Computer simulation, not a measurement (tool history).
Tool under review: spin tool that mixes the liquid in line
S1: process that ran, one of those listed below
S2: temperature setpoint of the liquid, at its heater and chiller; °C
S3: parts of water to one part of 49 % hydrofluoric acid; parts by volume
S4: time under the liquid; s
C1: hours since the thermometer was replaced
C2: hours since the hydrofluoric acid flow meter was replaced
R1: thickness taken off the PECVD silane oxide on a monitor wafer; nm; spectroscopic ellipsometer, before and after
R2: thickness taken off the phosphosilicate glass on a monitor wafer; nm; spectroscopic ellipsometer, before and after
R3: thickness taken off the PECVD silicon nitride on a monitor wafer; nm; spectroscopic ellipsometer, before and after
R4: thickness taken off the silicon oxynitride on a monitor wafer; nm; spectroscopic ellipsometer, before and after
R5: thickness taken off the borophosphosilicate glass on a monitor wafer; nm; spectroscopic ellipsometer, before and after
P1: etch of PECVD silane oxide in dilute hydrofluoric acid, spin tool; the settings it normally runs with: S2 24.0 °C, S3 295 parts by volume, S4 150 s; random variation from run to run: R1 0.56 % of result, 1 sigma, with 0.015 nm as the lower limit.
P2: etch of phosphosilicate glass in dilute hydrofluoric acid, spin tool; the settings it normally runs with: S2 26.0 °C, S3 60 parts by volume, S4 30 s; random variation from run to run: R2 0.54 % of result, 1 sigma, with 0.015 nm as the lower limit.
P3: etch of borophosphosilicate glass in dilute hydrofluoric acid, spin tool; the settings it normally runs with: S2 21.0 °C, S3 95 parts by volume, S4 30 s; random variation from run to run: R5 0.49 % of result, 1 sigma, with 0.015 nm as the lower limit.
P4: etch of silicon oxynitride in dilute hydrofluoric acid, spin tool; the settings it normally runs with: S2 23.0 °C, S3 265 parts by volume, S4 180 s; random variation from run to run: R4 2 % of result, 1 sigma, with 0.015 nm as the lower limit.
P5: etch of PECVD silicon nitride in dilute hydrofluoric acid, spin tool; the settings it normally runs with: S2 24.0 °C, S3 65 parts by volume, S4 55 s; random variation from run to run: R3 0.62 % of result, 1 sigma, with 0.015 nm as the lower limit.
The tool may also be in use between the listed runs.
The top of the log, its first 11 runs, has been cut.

Run 12, hour 139.3: S1 P1, S2 24.0 °C, S3 90 parts by volume, S4 150 s; C1 755.6; C2 699.3. Result: R1 52.4400 nm.
Run 13, hour 148.4: S1 P2, S2 26.0 °C, S3 60 parts by volume, S4 50 s; C1 764.7; C2 708.4. Result: R2 190.480 nm.
Run 14, hour 161.1: S1 P1, S2 24.0 °C, S3 295 parts by volume, S4 150 s; C1 777.4; C2 721.1. Result: R1 12.6390 nm.
Run 15, hour 168.5: S1 P5, S2 24.0 °C, S3 65 parts by volume, S4 55 s; C1 784.8; C2 728.5. Result: R3 4.2332 nm.
Run 16, hour 177.1: S1 P3, S2 21.0 °C, S3 95 parts by volume, S4 30 s; C1 793.4; C2 737.1. Result: R5 16.7370 nm.
Run 17, hour 192.1: S1 P2, S2 20.0 °C, S3 60 parts by volume, S4 30 s; C1 808.4; C2 752.1. Result: R2 87.447 nm.
Run 18, hour 201.5: S1 P4, S2 23.0 °C, S3 265 parts by volume, S4 180 s; C1 817.8; C2 761.5. Result: R4 1.24720 nm.
Run 19, hour 209.2: S1 P1, S2 24.0 °C, S3 295 parts by volume, S4 150 s; C1 825.5; C2 769.2. Result: R1 12.7570 nm.
Run 20, hour 218.6: S1 P1, S2 24.0 °C, S3 295 parts by volume, S4 45 s; C1 834.9; C2 778.6. Result: R1 3.8039 nm.
Run 21, hour 226.2: S1 P4, S2 31.5 °C, S3 265 parts by volume, S4 180 s; C1 842.5; C2 786.2. Result: R4 1.80030 nm.
Run 22, hour 239.9: S1 P5, S2 24.0 °C, S3 30 parts by volume, S4 55 s; C1 856.2; C2 799.9. Result: R3 9.0539 nm.
Run 23, hour 251.1: S1 P2, S2 26.0 °C, S3 60 parts by volume, S4 30 s; C1 867.4; C2 811.1. Result: R2 112.370 nm.
Run 24, hour 265.2: S1 P5, S2 29.0 °C, S3 65 parts by volume, S4 55 s; C1 881.5; C2 825.2. Result: R3 5.9075 nm.
Run 25, hour 275.1: S1 P3, S2 21.0 °C, S3 160 parts by volume, S4 30 s; C1 891.4; C2 835.1. Result: R5 9.3855 nm.
Run 26, hour 289.5: S1 P3, S2 21.0 °C, S3 95 parts by volume, S4 50 s; C1 905.8; C2 849.5. Result: R5 28.1800 nm.
At hour 291.6: hydrofluoric acid flow meter replaced.
Run 27, hour 298.2: S1 P4, S2 23.0 °C, S3 265 parts by volume, S4 180 s; C1 914.5; C2 6.6. Result: R4 1.20760 nm.
Run 28, hour 308.4: S1 P1, S2 17.0 °C, S3 295 parts by volume, S4 150 s; C1 924.7; C2 16.8. Result: R1 9.7583 nm.
Run 29, hour 317.9: S1 P1, S2 24.0 °C, S3 490 parts by volume, S4 150 s; C1 934.2; C2 26.3. Result: R1 6.4329 nm.
Run 30, hour 327.7: S1 P1, S2 24.0 °C, S3 295 parts by volume, S4 150 s; C1 944.0; C2 36.1. Result: R1 12.6050 nm.
Run 31, hour 338.2: S1 P1, S2 24.0 °C, S3 295 parts by volume, S4 150 s; C1 954.5; C2 46.6. Result: R1 12.8560 nm.
Run 32, hour 345.1: S1 P1, S2 24.0 °C, S3 295 parts by volume, S4 150 s; C1 961.4; C2 53.5. Result: R1 13.1080 nm.
Run 33, hour 357.7: S1 P1, S2 24.0 °C, S3 295 parts by volume, S4 150 s; C1 974.0; C2 66.1. Result: R1 13.2200 nm.

What will run 34 give?
Run 34, hour 373.2: S1 P1, S2 24.0 °C, S3 295 parts by volume, S4 150 s; C1 989.5; C2 81.6. Result: R1 ?.

{"run 34": {"R1": 13.306}}
